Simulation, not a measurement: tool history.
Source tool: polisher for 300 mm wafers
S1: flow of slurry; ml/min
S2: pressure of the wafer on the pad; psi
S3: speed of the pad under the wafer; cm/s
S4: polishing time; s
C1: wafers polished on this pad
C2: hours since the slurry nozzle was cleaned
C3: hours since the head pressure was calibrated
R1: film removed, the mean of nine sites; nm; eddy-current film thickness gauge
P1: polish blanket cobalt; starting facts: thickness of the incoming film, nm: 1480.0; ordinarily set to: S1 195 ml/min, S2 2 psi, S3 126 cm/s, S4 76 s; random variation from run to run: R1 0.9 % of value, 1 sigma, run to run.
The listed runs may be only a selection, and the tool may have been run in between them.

run 1 hour=14.7 | S1=195 S2=2 S3=126 S4=76 | C1=496 C2=289.9 C3=117.3 | R1=445.59
run 2 hour=22.5 | S1=195 S2=2 S3=126 S4=76 | C1=554 C2=297.7 C3=125.1 | R1=442.95
run 3 hour=32.5 | S1=195 S2=2 S3=60 S4=76 | C1=630 C2=307.7 C3=135.1 | R1=209.72
run 4 hour=43 | S1=195 S2=2 S3=194 S4=76 | C1=708 C2=318.2 C3=145.6 | R1=686.28
run 5 hour=52.1 | S1=195 S2=2 S3=126 S4=36 | C1=777 C2=327.3 C3=154.7 | R1=210.44
run 6 hour=60.8 | S1=195 S2=2 S3=126 S4=99 | C1=842 C2=336 C3=163.4 | R1=580.45
run 7 hour=71.4 | S1=195 S2=2 S3=126 S4=76 | C1=922 C2=346.6 C3=174 | R1=439.21
run 8 hour=85.7 | S1=195 S2=2 S3=126 S4=76 | C1=1029 C2=360.9 C3=188.3 | R1=447.64
run 9 hour=96.1 | S1=195 S2=2 S3=126 S4=76 | C1=1107 C2=371.3 C3=198.7 | R1=448.54
run 10 hour=110 | S1=115 S2=2 S3=126 S4=76 | C1=1212 C2=385.2 C3=212.6 | R1=406.99
run 11 hour=121.9 | S1=195 S2=2 S3=126 S4=76 | C1=1301 C2=397.1 C3=224.5 | R1=442.16
run 12 hour=131.6 | S1=310 S2=2 S3=126 S4=76 | C1=1374 C2=406.8 C3=234.2 | R1=470.16
run 13 hour=146.8 | S1=195 S2=1.4 S3=126 S4=76 | C1=1488 C2=422 C3=249.4 | R1=316.7
run 14 hour=159.2 | S1=195 S2=2 S3=196 S4=59 | C1=1581 C2=434.4 C3=261.8 | R1=535.29
run 15 hour=169.6 | S1=195 S2=3.1 S3=126 S4=76 | C1=1660 C2=444.8 C3=272.2 | R1=689.17
run 16 hour=180 | S1=195 S2=2 S3=126 S4=76 | C1=1738 C2=455.2 C3=282.6 | R1=449.27
run 17 hour=192 | S1=195 S2=2 S3=126 S4=76 | C1=1828 C2=467.2 C3=294.6 | R1=441.33
run 18 hour=202.2 | S1=195 S2=2 S3=126 S4=76 | C1=1904 C2=477.4 C3=304.8 | R1=441.45
run 19 hour=210 | S1=195 S2=2 S3=126 S4=76 | C1=1963 C2=485.2 C3=312.6 | R1=432
run 20 hour=219.5 | S1=195 S2=2 S3=126 S4=76 | C1=2034 C2=494.7 C3=322.1 | R1=427.6
run 21 hour=228 | S1=195 S2=2 S3=126 S4=76 | C1=2098 C2=503.2 C3=330.6 | R1=421.42
-- hour=232.1 head pressure recalibrated
run 22 hour=241.8 | S1=195 S2=2 S3=126 S4=76 | C1=2202 C2=517 C3=9.7 | R1=414.85
run 23 hour=254.1 | S1=195 S2=2 S3=126 S4=76 | C1=2294 C2=529.3 C3=22 | R1=412.87
run 24 hour=268.4 | S1=195 S2=2 S3=126 S4=76 | C1=2402 C2=543.6 C3=36.3 | R1=412.52
run 25 hour=276.3 | S1=195 S2=2 S3=126 S4=76 | C1=2461 C2=551.5 C3=44.2 | R1=414.38
run 26 hour=285.7 | S1=195 S2=2 S3=126 S4=76 | C1=2532 C2=560.9 C3=53.6 | R1=414.52

What P1 gives has crept off from where it sat before. The 2 causes that follow fit the log equally well, each at the size noted:
A: removal rate lost through wear of the pad, % = 7.38
B: slurry flow missing at the pad, % = 36.6
At approximately hour 192, the process output began to creep.
Ruled out, with reasons:
head's pressure below its setpoint, %: maintenance at hour 232.1, after the shift began, did not return the process to its former output

You are offered 4 check runs, listed below with question marks in place of their results; each one averages 2 wafers. Which run separates the listed causes by giving clearly different results for each?
run check 1 hour=295.1 | S1=195 S2=2 S3=182 S4=76 | R1=?
run check 2 hour=295.1 | S1=195 S2=1.5 S3=84 S4=76 | R1=?
run check 3 hour=295.1 | S1=115 S2=1.6 S3=126 S4=76 | R1=?
run check 4 hour=295.1 | S1=195 S2=2 S3=160 S4=76 | R1=?

If the cause were each of the candidates in turn, the checks would give the following:
check=check_1 result=R1 if_A=597.25 if_B=597.32
check=check_2 result=R1 if_A=206.74 if_B=206.76
check=check_3 result=R1 if_A=301.73 if_B=288.06
check=check_4 result=R1 if_A=525.05 if_B=525.12
Distance between the nearest two causes, measured in the result of the check that separates them most: check 1 0.01 %; check 2 0.01 %; check 3 4.64 %; check 4 0.01 %
Of the check runs offered, only check 3 discriminates between the causes; the rest would read about the same regardless of which cause applies.

Check 3 was carried out, with these results: R1 287.4 nm. Which of the listed causes is responsible?

It was cause B: slurry flow missing at the pad, %.
